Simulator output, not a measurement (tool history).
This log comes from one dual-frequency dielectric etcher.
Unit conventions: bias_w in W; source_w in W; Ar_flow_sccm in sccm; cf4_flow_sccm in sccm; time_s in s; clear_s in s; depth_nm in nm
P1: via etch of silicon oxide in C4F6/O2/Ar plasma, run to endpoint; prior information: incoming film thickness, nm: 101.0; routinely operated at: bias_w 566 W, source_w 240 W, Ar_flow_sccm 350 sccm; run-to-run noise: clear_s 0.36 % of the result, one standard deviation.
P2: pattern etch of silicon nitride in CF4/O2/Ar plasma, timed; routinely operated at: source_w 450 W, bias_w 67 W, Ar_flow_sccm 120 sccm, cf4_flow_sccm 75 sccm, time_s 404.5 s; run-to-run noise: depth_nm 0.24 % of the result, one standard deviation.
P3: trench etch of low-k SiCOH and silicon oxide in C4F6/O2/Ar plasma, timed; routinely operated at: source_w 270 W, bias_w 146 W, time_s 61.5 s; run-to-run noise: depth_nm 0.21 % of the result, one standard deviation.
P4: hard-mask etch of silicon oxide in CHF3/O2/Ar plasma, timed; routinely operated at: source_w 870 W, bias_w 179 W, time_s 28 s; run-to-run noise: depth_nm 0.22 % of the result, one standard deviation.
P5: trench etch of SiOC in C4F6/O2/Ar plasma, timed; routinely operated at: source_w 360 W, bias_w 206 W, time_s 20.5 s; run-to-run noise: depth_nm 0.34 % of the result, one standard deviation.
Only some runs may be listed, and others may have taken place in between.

run,hour,process,bias_w,source_w,Ar_flow_sccm,cf4_flow_sccm,time_s,hours since the last wet clean,hours since the last bias power generator calibration,hours since the last source power generator calibration,hours since the last Ar flow controller change,clear_s,depth_nm
1,11.8,P1,566,240,350,,,263.7,1287.4,1722,500.3,25.744,
2,26.7,P2,92,450,120,75,404.5,278.6,1302.3,1736.9,515.2,,829.41
3,34.7,P3,175,270,,,61.5,286.6,1310.3,1744.9,523.2,,170.62
4,49.9,P4,241,870,,,28,301.8,1325.5,1760.1,538.4,,68.85
5,65.1,P5,206,360,,,11.5,317,1340.7,1775.3,553.6,,24.376
6,75.2,P1,566,180,350,,,327.1,1350.8,1785.4,563.7,28.433,
7,82.1,P4,179,870,,,28,334,1357.7,1792.3,570.6,,62.222
8,90.2,P1,566,240,350,,,342.1,1365.8,1800.4,578.7,25.623,
9,97.1,P4,179,520,,,28,349,1372.7,1807.3,585.6,,50.898
# hour 106.3: Ar flow controller replaced
10,107.9,P1,566,240,350,,,359.8,1383.5,1818.1,1.6,25.638,
11,118.8,P1,728,240,490,,,370.7,1394.4,1829,12.5,24.297,
12,132,P5,206,360,,,20.5,383.9,1407.6,1842.2,25.7,,43.481
13,144.8,P1,566,240,350,,,396.7,1420.4,1855,38.5,25.719,
14,154.7,P1,566,240,235,,,406.6,1430.3,1864.9,48.4,24.66,
15,163.6,P3,146,270,,,61.5,415.5,1439.2,1873.8,57.3,,161.42
16,176.9,P2,67,450,120,55,404.5,428.8,1452.5,1887.1,70.6,,696.1
# hour 183.3: bias power generator calibrated
17,187,P5,123,360,,,20.5,438.9,3.7,1897.2,80.7,,37.114
18,195.7,P4,179,870,,,15.5,447.6,12.4,1905.9,89.4,,34.536
19,206.7,P2,67,450,120,75,404.5,458.6,23.4,1916.9,100.4,,723.13
20,221.4,P2,67,450,120,75,404.5,473.3,38.1,1931.6,115.1,,726.83
21,228.4,P1,668,240,350,,,480.3,45.1,1938.6,122.1,24.104,
22,241.7,P1,566,240,350,,,493.6,58.4,1951.9,135.4,25.659,
23,251.6,P1,566,240,350,,,503.5,68.3,1961.8,145.3,25.738,
24,263.8,P1,566,310,350,,,515.7,80.5,1974,157.5,23.414,
25,271.3,P1,566,240,350,,,523.2,88,1981.5,165,25.814,
26,285,P2,67,450,94,75,404.5,536.9,101.7,1995.2,178.7,,744.5
27,296.7,P1,383,240,350,,,548.6,113.4,2006.9,190.4,29.799,
28,304.7,P3,146,350,,,61.5,556.6,121.4,2014.9,198.4,,178.27
29,315.7,P2,67,270,120,75,404.5,567.6,132.4,2025.9,209.4,,468.32
30,329.7,P1,566,240,491,,,581.6,146.4,2039.9,223.4,26.7,
31,339.9,P5,206,470,,,20.5,591.8,156.6,2050.1,233.6,,47.921
32,347.7,P2,67,450,120,75,295,599.6,164.4,2057.9,241.4,,527.31
33,359,P3,146,270,,,81.5,610.9,175.7,2069.2,252.7,,212.96
34,371.2,P3,146,270,,,61.5,623.1,187.9,2081.4,264.9,,161.2
35,379.6,P1,566,240,350,,,631.5,196.3,2089.8,273.3,25.87,
36,393,P1,566,240,350,,,644.9,209.7,2103.2,286.7,25.778,
37,403.8,P1,566,240,350,,,655.7,220.5,2114,297.5,25.945,
38,416.8,P1,566,240,350,,,668.7,233.5,2127,310.5,26.076,
# hour 428: wet clean of the chamber
39,430.4,P1,566,240,350,,,2.5,247.1,2140.6,324.1,26.098,
40,438.6,P1,566,240,350,,,10.7,255.3,2148.8,332.3,26.054,
41,447.6,P1,566,240,350,,,19.7,264.3,2157.8,341.3,26.2,
42,457.9,P1,566,240,350,,,30,274.6,2168.1,351.6,26.164,
43,471.3,P1,566,240,350,,,43.4,288,2181.5,365,26.107,
44,484.5,P1,566,240,350,,,56.6,301.2,2194.7,378.2,26.244,
45,498.1,P1,566,240,350,,,70.2,314.8,2208.3,391.8,26.13,
46,507,P1,566,240,350,,,79.1,323.7,2217.2,400.7,26.161,

Something has made what P1 gives creep away from where it was; the 2 causes below, each at its own stated size, fit the log equally well:
A: bias power that arrives under what is set, % = 4.51
B: source power that arrives under what is set, % = 4.8
Onset of the creep was near hour 379.6.
Other possible causes, and why each is ruled out:
chamber walls in a state that lowers the etch rate, %: its service at hour 428 followed the start of the drift and did not put the process back to its old value
Ar flow that arrives over what is set, %: cannot exceed 8; that much would move clear_s by +0.9 %, which falls short of the creep or goes against it

Listed below are the offered check runs, one wafer per run, with question marks in place of results. For which of them would the causes give clearly different outcomes?
check 1,515.9,P4,221,870,,,15.5,,,,,,?
check 2,515.9,P5,170,430,,,20.5,,,,,,?
check 3,515.9,P3,146,330,,,61.5,,,,,,?
check 4,515.9,P2,67,290,120,75,404.5,,,,,,?

If the cause were each of the candidates in turn, the checks would give the following:
check,result,if A,if B
check 1,depth_nm,36.436,36.325
check 2,depth_nm,43.108,42.894
check 3,depth_nm,171.44,170.54
check 4,depth_nm,488.32,477.56
Minimum pairwise separation of causes per check, each pair taken at its best-separating result: check 1 0.3 %; check 2 0.5 %; check 3 0.53 %; check 4 2.23 %
The other checks would show nearly matching results whichever cause is true, so check 4 is the only one that separates the causes.

With check 4 done, the readings were: depth_nm 476.95 nm. Identify which of the listed causes applies.

Of the candidate causes, it is B: source power that arrives under what is set, %.

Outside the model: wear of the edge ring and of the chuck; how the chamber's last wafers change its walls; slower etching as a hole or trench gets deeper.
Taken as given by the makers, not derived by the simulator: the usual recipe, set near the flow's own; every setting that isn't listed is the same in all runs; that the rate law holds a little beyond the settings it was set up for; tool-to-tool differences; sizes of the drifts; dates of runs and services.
